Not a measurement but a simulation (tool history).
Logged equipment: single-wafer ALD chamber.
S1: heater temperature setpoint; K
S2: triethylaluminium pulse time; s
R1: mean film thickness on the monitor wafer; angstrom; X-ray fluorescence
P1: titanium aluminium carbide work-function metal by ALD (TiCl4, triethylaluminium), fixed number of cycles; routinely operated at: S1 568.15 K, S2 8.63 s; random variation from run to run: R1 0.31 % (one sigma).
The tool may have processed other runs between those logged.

| run | hour | S1 | S2 | R1 |
|---|---|---|---|---|
| 1 | 16.5 | 568.15 | 8.63 | 19.616 |
| 2 | 28.5 | 551.15 | 8.63 | 18.175 |
| 3 | 36.3 | 583.15 | 12.70 | 21.749 |
| 4 | 50.6 | 568.15 | 8.63 | 19.534 |
| 5 | 62.3 | 568.15 | 8.63 | 19.683 |
| 6 | 73.1 | 593.15 | 8.63 | 21.888 |
| 7 | 88.4 | 568.15 | 14.15 | 20.482 |
| 8 | 100.5 | 568.15 | 4.17 | 15.764 |
| 9 | 112.1 | 568.15 | 8.63 | 19.549 |
| 10 | 128.7 | 568.15 | 8.63 | 19.510 |
| 11 | 142.1 | 568.15 | 8.63 | 19.458 |
| 12 | 156.1 | 568.15 | 8.63 | 19.318 |
| 13 | 169.5 | 568.15 | 8.63 | 19.310 |

Predict the results of run 14:
| 14 | 178.3 | 568.15 | 8.63 | ? |

R1: 19.331 angstrom
